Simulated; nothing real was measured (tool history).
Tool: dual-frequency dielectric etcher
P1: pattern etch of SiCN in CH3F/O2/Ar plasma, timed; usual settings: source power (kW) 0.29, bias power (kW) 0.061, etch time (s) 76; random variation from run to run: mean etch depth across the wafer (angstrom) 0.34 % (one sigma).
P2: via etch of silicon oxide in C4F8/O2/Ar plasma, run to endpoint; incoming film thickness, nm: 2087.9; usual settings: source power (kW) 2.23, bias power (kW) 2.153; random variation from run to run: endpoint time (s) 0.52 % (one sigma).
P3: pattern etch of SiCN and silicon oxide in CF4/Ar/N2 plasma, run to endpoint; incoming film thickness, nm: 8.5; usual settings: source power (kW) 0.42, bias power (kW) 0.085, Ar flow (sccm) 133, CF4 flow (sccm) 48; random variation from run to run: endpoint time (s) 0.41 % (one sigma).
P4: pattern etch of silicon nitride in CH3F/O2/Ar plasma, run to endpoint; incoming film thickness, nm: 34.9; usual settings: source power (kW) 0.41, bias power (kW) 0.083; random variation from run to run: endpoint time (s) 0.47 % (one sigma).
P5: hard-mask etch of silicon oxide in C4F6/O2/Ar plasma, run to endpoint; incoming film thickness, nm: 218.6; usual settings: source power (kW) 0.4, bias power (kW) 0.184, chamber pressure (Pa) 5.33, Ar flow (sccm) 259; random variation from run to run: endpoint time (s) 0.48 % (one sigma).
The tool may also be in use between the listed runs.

| run | hour | process that ran | source power (kW) | bias power (kW) | etch time (s) | chamber pressure (Pa) | Ar flow (sccm) | CF4 flow (sccm) | hours since the last wet clean | hours since the last source power generator calibration | hours since the last bias power generator calibration | mean etch depth across the wafer (angstrom) | endpoint time (s) |
|---|---|---|---|---|---|---|---|---|---|---|---|---|---|
| 1 | 4 | P1 | 0.29 | 0.061 | 76 |  |  |  | 246.7 | 1147.9 | 1526 | 241.84 |  |
| 2 | 7.3 | P5 | 0.4 | 0.184 |  | 7.13 | 259 |  | 250 | 1151.2 | 1529.3 |  | 73.779 |
| 3 | 11.2 | P1 | 0.29 | 0.061 | 76 |  |  |  | 253.9 | 1155.1 | 1533.2 | 242.88 |  |
|  | 13.8 | bias power generator calibrated |
| 4 | 15.2 | P3 | 0.42 | 0.116 |  |  | 133 | 48 | 257.9 | 1159.1 | 1.5 |  | 9.2632 |
| 5 | 18.3 | P3 | 0.42 | 0.085 |  |  | 133 | 63 | 261 | 1162.2 | 4.6 |  | 9.9931 |
| 6 | 23.5 | P1 | 0.29 | 0.061 | 76 |  |  |  | 266.2 | 1167.4 | 9.8 | 241.75 |  |
| 7 | 26.4 | P1 | 0.2 | 0.061 | 76 |  |  |  | 269.1 | 1170.3 | 12.7 | 211.05 |  |
| 8 | 29.6 | P4 | 0.52 | 0.083 |  |  |  |  | 272.3 | 1173.5 | 15.9 |  | 44.092 |
| 9 | 32.3 | P2 | 2.23 | 2.153 |  |  |  |  | 275 | 1176.2 | 18.6 |  | 372.66 |
| 10 | 35.8 | P3 | 0.42 | 0.085 |  |  | 169 | 48 | 278.5 | 1179.7 | 22.1 |  | 10.848 |
| 11 | 39.7 | P2 | 2.23 | 2.966 |  |  |  |  | 282.4 | 1183.6 | 26 |  | 336.89 |
| 12 | 43.7 | P5 | 0.4 | 0.184 |  | 5.33 | 203 |  | 286.4 | 1187.6 | 30 |  | 69.41 |
| 13 | 47.4 | P3 | 0.52 | 0.085 |  |  | 133 | 48 | 290.1 | 1191.3 | 33.7 |  | 8.6925 |
| 14 | 52 | P5 | 0.5 | 0.184 |  | 5.33 | 259 |  | 294.7 | 1195.9 | 38.3 |  | 65.31 |
| 15 | 57 | P1 | 0.29 | 0.061 | 113.5 |  |  |  | 299.7 | 1200.9 | 43.3 | 363.82 |  |
| 16 | 62 | P1 | 0.29 | 0.073 | 104 |  |  |  | 304.7 | 1205.9 | 48.3 | 353.88 |  |
| 17 | 66.4 | P1 | 0.23 | 0.061 | 97 |  |  |  | 309.1 | 1210.3 | 52.7 | 282.95 |  |
| 18 | 70.9 | P1 | 0.29 | 0.038 | 76 |  |  |  | 313.6 | 1214.8 | 57.2 | 208.36 |  |
| 19 | 76.2 | P1 | 0.29 | 0.061 | 76 |  |  |  | 318.9 | 1220.1 | 62.5 | 242.19 |  |
| 20 | 82 | P1 | 0.39 | 0.061 | 76 |  |  |  | 324.7 | 1225.9 | 68.3 | 271.21 |  |
| 21 | 86.7 | P5 | 0.4 | 0.238 |  | 5.33 | 259 |  | 329.4 | 1230.6 | 73 |  | 65.489 |
| 22 | 89.9 | P3 | 0.42 | 0.085 |  |  | 133 | 48 | 332.6 | 1233.8 | 76.2 |  | 10.442 |
| 23 | 95.3 | P4 | 0.41 | 0.083 |  |  |  |  | 338 | 1239.2 | 81.6 |  | 47.601 |
| 24 | 99.8 | P1 | 0.29 | 0.061 | 76 |  |  |  | 342.5 | 1243.7 | 86.1 | 242.35 |  |
| 25 | 103.7 | P2 | 2.23 | 2.153 |  |  |  |  | 346.4 | 1247.6 | 90 |  | 371.06 |
| 26 | 107 | P5 | 0.4 | 0.184 |  | 5.33 | 259 |  | 349.7 | 1250.9 | 93.3 |  | 71.352 |
| 27 | 110.4 | P4 | 0.41 | 0.112 |  |  |  |  | 353.1 | 1254.3 | 96.7 |  | 43.393 |
| 28 | 115.1 | P2 | 3 | 2.153 |  |  |  |  | 357.8 | 1259 | 101.4 |  | 328.57 |
| 29 | 120.4 | P1 | 0.29 | 0.077 | 76 |  |  |  | 363.1 | 1264.3 | 106.7 | 262.65 |  |
| 30 | 125.1 | P1 | 0.29 | 0.061 | 44 |  |  |  | 367.8 | 1269 | 111.4 | 140.67 |  |
| 31 | 127.6 | P1 | 0.29 | 0.061 | 76 |  |  |  | 370.3 | 1271.5 | 113.9 | 242.49 |  |
| 32 | 132.9 | P1 | 0.29 | 0.061 | 76 |  |  |  | 375.6 | 1276.8 | 119.2 | 245.36 |  |
| 33 | 138 | P1 | 0.29 | 0.061 | 76 |  |  |  | 380.7 | 1281.9 | 124.3 | 245.19 |  |
| 34 | 141.2 | P1 | 0.29 | 0.061 | 76 |  |  |  | 383.9 | 1285.1 | 127.5 | 245.53 |  |
|  | 141.5 | wet clean of the chamber |
| 35 | 145.1 | P1 | 0.29 | 0.061 | 76 |  |  |  | 3.7 | 1289 | 131.4 | 246.94 |  |
| 36 | 149.6 | P1 | 0.29 | 0.061 | 76 |  |  |  | 8.2 | 1293.5 | 135.9 | 247.13 |  |
| 37 | 154.4 | P1 | 0.29 | 0.061 | 76 |  |  |  | 13 | 1298.3 | 140.7 | 248.49 |  |

What P1 gives has crept away from where it was. These 2 causes fit the log equally well, each at the size given:
A: bias power that arrives over what is set, % = 4.94
B: source power that arrives over what is set, % = 4.59
The creep began at about hour 127.6.
Why every other cause is out:
chamber walls in a state that raises the etch rate, %: serviced at hour 141.5, which brought nothing back

4 check runs are offered, each on 2 wafers whose results are averaged, their results left as question marks. Which one tells the causes apart?
| check 1 | 159.2 | P4 | 0.52 | 0.106 |  |  |  |  |  |  |  |  | ? |
| check 2 | 159.2 | P5 | 0.47 | 0.184 |  | 5.33 | 210 |  |  |  |  |  | ? |
| check 3 | 159.2 | P3 | 0.42 | 0.085 |  |  | 156 | 62 |  |  |  |  | ? |
| check 4 | 159.2 | P2 | 2.23 | 2.898 |  |  |  |  |  |  |  |  | ? |

What each check would give under each cause:
| check | result | if A | if B |
|---|---|---|---|
| check 1 | endpoint time (s) | 39.507 | 39.544 |
| check 2 | endpoint time (s) | 64.427 | 64.277 |
| check 3 | endpoint time (s) | 10.105 | 9.9 |
| check 4 | endpoint time (s) | 334.57 | 333.66 |
How far apart the two closest causes lie, in the result that separates them most: check 1 0.09 %; check 2 0.23 %; check 3 2.05 %; check 4 0.27 %
Check 3 tells the causes apart: in the others they would give nearly the same result.

Check 3 was then run and gave: endpoint time (s) 10.164. Which cause is it?

It is A: bias power that arrives over what is set, %.

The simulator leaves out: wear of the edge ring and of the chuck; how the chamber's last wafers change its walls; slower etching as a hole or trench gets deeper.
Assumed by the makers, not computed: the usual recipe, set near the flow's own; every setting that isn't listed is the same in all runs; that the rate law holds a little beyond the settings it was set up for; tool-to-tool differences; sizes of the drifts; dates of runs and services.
